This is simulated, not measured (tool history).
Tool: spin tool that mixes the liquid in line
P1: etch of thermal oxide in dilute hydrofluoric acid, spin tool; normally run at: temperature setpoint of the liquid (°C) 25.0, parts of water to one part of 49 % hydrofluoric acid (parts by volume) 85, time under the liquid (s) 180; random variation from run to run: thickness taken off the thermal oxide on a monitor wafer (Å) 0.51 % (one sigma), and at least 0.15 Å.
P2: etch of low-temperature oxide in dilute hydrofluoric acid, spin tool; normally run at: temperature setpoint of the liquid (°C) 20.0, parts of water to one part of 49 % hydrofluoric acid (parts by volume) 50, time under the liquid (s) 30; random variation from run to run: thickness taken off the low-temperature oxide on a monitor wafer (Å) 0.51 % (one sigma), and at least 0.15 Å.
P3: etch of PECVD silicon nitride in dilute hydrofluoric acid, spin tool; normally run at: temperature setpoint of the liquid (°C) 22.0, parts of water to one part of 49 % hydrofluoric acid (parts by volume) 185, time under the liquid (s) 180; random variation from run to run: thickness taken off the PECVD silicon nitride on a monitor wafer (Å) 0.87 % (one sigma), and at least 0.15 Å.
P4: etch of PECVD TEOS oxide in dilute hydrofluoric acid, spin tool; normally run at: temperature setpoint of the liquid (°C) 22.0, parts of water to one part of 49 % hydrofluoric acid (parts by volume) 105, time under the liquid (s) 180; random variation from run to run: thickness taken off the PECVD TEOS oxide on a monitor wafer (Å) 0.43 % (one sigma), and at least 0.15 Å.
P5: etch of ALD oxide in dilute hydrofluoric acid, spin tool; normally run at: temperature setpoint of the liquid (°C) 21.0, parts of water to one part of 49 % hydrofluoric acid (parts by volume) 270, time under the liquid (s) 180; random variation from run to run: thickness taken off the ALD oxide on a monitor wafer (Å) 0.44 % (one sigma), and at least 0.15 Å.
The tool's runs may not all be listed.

run	hour	process that ran	temperature setpoint of the liquid (°C)	parts of water to one part of 49 % hydrofluoric acid (parts by volume)	time under the liquid (s)	hours since the thermometer was replaced	hours since the hydrofluoric acid flow meter was replaced	thickness taken off the thermal oxide on a monitor wafer (Å)	thickness taken off the PECVD TEOS oxide on a monitor wafer (Å)	thickness taken off the low-temperature oxide on a monitor wafer (Å)	thickness taken off the PECVD silicon nitride on a monitor wafer (Å)	thickness taken off the ALD oxide on a monitor wafer (Å)
1	18.1	P1	25.0	85	180	870.9	425.2	103.780				
2	31.0	P4	30.0	105	180	883.8	438.1		184.600			
3	45.9	P2	24.5	50	30	898.7	453.0			109.480		
4	56.7	P3	22.0	185	95	909.5	463.8				13.607	
5	73.9	P5	17.0	270	180	926.7	481.0					54.1750
6	82.9	P5	21.0	135	180	935.7	490.0					142.6300
7	93.7	P4	22.0	105	325	946.5	500.8		245.690			
8	103.2	P1	25.0	85	335	956.0	510.3	192.010				
9	112.5	P3	22.0	185	180	965.3	519.6				25.671	
10	129.4	P1	25.0	85	180	982.2	536.5	105.340				
11	140.1	P3	30.0	185	180	992.9	547.2				41.727	
12	149.0	P1	25.0	25	180	1001.8	556.1	383.630				
13	166.5	P5	21.0	270	15	1019.3	573.6					5.2002
14	176.8	P2	20.0	50	15	1029.6	583.9			45.741		
15	187.9	P1	32.5	85	180	1040.7	595.0	138.630				
16	197.2	P1	25.0	125	180	1050.0	604.3	67.130				
17	209.6	P1	25.0	85	180	1062.4	616.7	104.210				
18	218.6	P1	25.0	85	180	1071.4	625.7	104.500				
19	227.2	P1	25.0	85	180	1080.0	634.3	103.980				
20	236.2	P5	21.0	270	180	1089.0	643.3					63.1060
21	244.9	P4	22.0	160	180	1097.7	652.0		83.764			
22	258.0	P3	22.0	75	180	1110.8	665.1				62.243	
23	272.1	P2	20.0	50	30	1124.9	679.2			90.613		
24	286.7	P4	22.0	105	180	1139.5	693.8		135.420			
25	301.1	P4	22.0	105	180	1153.9	708.2		135.360			
26	319.1	P1	25.0	85	30	1171.9	726.2	17.303				
27	327.6	P1	25.0	85	180	1180.4	734.7	103.760				
28	346.0	P2	20.0	50	30	1198.8	753.1			90.128		
29	354.7	P5	21.0	270	180	1207.5	761.8					62.5820
30	370.9	P1	18.5	85	180	1223.7	778.0	79.785				
31	379.3	P1	25.0	85	180	1232.1	786.4	104.300				
32	389.0	P2	20.0	90	30	1241.8	796.1			48.019		
33	398.3	P1	33.0	130	180	1251.1	805.4	86.588				
34	416.7	P1	25.0	85	180	1269.5	823.8	104.260				
35	426.4	P1	25.0	85	180	1279.2	833.5	106.440				
36	440.8	P1	25.0	85	180	1293.6	847.9	107.230				
37	459.2	P1	25.0	85	180	1312.0	866.3	108.570				
38	474.2	P1	25.0	85	180	1327.0	881.3	108.750				
39	492.0	P1	25.0	85	180	1344.8	899.1	110.460				
40	508.1	P1	25.0	85	180	1360.9	915.2	110.490				
41	517.7	P1	25.0	85	180	1370.5	924.8	110.130				
42	529.7	P1	25.0	85	180	1382.5	936.8	110.180				
43	537.9	P1	25.0	85	180	1390.7	945.0	110.180				
44	552.8	P1	25.0	85	180	1405.6	959.9	110.650				
45	562.3	P1	25.0	85	180	1415.1	969.4	110.840				

What P1 gives has crept away from where it was. These 2 causes fit the log equally well, each at the size given:
A: liquid hotter than its thermometer reads (K) = 1.66
B: hydrofluoric acid flow above the setpoint (%) = 6.08
The creep began at about hour 416.7.

4 check runs are offered, each on 3 wafers whose results are averaged, their results left as question marks. Which one tells the causes apart?
check 1	571.8	P4	28.0	105	180				?			
check 2	571.8	P5	17.0	270	15							?
check 3	571.8	P3	30.0	185	180						?	
check 4	571.8	P2	20.0	85	15					?		

What each check would give under each cause:
check	result	if A	if B
check 1	thickness taken off the PECVD TEOS oxide on a monitor wafer (Å)	182.680	183.510
check 2	thickness taken off the ALD oxide on a monitor wafer (Å)	4.7868	4.8309
check 3	thickness taken off the PECVD silicon nitride on a monitor wafer (Å)	46.802	45.007
check 4	thickness taken off the low-temperature oxide on a monitor wafer (Å)	27.347	27.244
How far apart the two closest causes lie, in the result that separates them most: check 1 0.45 %; check 2 0.92 %; check 3 3.91 %; check 4 0.38 %
Only check 3 tells the causes apart: in the others they would give nearly the same result.

Then check 3 was run and gave: thickness taken off the PECVD silicon nitride on a monitor wafer (Å) 44.788. Which cause is it?

It is B: hydrofluoric acid flow above the setpoint (%).

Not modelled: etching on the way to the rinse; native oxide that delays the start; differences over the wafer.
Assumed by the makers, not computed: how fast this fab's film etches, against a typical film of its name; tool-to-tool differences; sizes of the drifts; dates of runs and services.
